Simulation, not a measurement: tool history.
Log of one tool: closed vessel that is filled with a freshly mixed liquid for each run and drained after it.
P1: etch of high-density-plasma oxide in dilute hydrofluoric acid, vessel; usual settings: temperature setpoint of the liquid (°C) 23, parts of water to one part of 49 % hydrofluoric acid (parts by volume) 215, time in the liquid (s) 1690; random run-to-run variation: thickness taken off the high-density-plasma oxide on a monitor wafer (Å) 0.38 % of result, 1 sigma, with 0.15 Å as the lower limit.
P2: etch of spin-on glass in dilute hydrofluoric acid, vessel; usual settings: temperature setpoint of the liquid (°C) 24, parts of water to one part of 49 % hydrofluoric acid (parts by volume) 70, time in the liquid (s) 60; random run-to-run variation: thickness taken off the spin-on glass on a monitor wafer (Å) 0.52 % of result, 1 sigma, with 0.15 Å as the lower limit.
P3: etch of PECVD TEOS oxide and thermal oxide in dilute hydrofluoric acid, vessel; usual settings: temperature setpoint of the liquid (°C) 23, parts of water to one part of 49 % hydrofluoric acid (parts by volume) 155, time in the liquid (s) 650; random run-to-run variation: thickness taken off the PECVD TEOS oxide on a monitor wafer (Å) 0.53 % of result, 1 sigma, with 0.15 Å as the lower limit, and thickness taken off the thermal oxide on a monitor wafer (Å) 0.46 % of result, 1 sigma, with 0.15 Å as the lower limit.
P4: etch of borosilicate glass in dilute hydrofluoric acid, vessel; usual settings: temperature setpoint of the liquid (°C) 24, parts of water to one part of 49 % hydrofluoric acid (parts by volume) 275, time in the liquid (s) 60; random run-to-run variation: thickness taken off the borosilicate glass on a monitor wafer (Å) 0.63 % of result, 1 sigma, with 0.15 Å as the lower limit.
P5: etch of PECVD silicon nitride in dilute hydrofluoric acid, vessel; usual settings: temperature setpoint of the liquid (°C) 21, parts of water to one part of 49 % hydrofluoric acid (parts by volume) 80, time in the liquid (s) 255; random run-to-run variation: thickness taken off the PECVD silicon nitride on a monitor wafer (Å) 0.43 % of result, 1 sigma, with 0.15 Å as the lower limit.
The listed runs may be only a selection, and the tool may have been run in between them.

| run | hour | process that ran | temperature setpoint of the liquid (°C) | parts of water to one part of 49 % hydrofluoric acid (parts by volume) | time in the liquid (s) | thickness taken off the high-density-plasma oxide on a monitor wafer (Å) | thickness taken off the PECVD TEOS oxide on a monitor wafer (Å) | thickness taken off the thermal oxide on a monitor wafer (Å) | thickness taken off the PECVD silicon nitride on a monitor wafer (Å) | thickness taken off the spin-on glass on a monitor wafer (Å) | thickness taken off the borosilicate glass on a monitor wafer (Å) |
|---|---|---|---|---|---|---|---|---|---|---|---|
| 1 | 3.9 | P1 | 23 | 215 | 1690 | 376.92 |  |  |  |  |  |
| 2 | 11.6 | P3 | 23 | 235 | 650 |  | 195.8 | 112.74 |  |  |  |
| 3 | 16.5 | P1 | 23 | 215 | 1690 | 378.17 |  |  |  |  |  |
| 4 | 24.3 | P5 | 21 | 80 | 255 |  |  |  | 82.383 |  |  |
| 5 | 31.7 | P3 | 23 | 155 | 30 |  | 14.937 | 8.641 |  |  |  |
| 6 | 38.4 | P5 | 21 | 80 | 65 |  |  |  | 21.167 |  |  |
| 7 | 45.6 | P1 | 23 | 215 | 820 | 184.54 |  |  |  |  |  |
| 8 | 53.9 | P1 | 23 | 130 | 1690 | 682.47 |  |  |  |  |  |
| 9 | 59 | P1 | 23 | 315 | 1690 | 230.78 |  |  |  |  |  |
| 10 | 66.3 | P1 | 23 | 215 | 1690 | 376.3 |  |  |  |  |  |
| 11 | 72.6 | P1 | 30.5 | 285 | 1690 | 342.06 |  |  |  |  |  |
| 12 | 80.4 | P1 | 23 | 215 | 2755 | 612.1 |  |  |  |  |  |
| 13 | 84.2 | P1 | 23 | 215 | 1690 | 376.79 |  |  |  |  |  |
| 14 | 90.2 | P3 | 23 | 155 | 650 |  | 325.47 | 185.41 |  |  |  |
| 15 | 96.7 | P2 | 24 | 125 | 60 |  |  |  |  | 190.15 |  |
| 16 | 102.8 | P4 | 24 | 275 | 60 |  |  |  |  |  | 46.984 |
| 17 | 108.6 | P4 | 24 | 275 | 30 |  |  |  |  |  | 23.674 |
| 18 | 112.5 | P5 | 17 | 80 | 255 |  |  |  | 61.937 |  |  |
| 19 | 116.2 | P1 | 23 | 215 | 1690 | 377.73 |  |  |  |  |  |
| 20 | 123.6 | P1 | 23 | 215 | 1690 | 379.63 |  |  |  |  |  |
| 21 | 129.9 | P2 | 31 | 70 | 60 |  |  |  |  | 483.31 |  |

Run 22 is up next; what results do you expect?
| 22 | 134.7 | P3 | 23 | 155 | 650 |  | ? | ? |  |  |  |

{"run 22": {"thickness taken off the PECVD TEOS oxide on a monitor wafer (Å)": 322.25, "thickness taken off the thermal oxide on a monitor wafer (Å)": 185.36}}
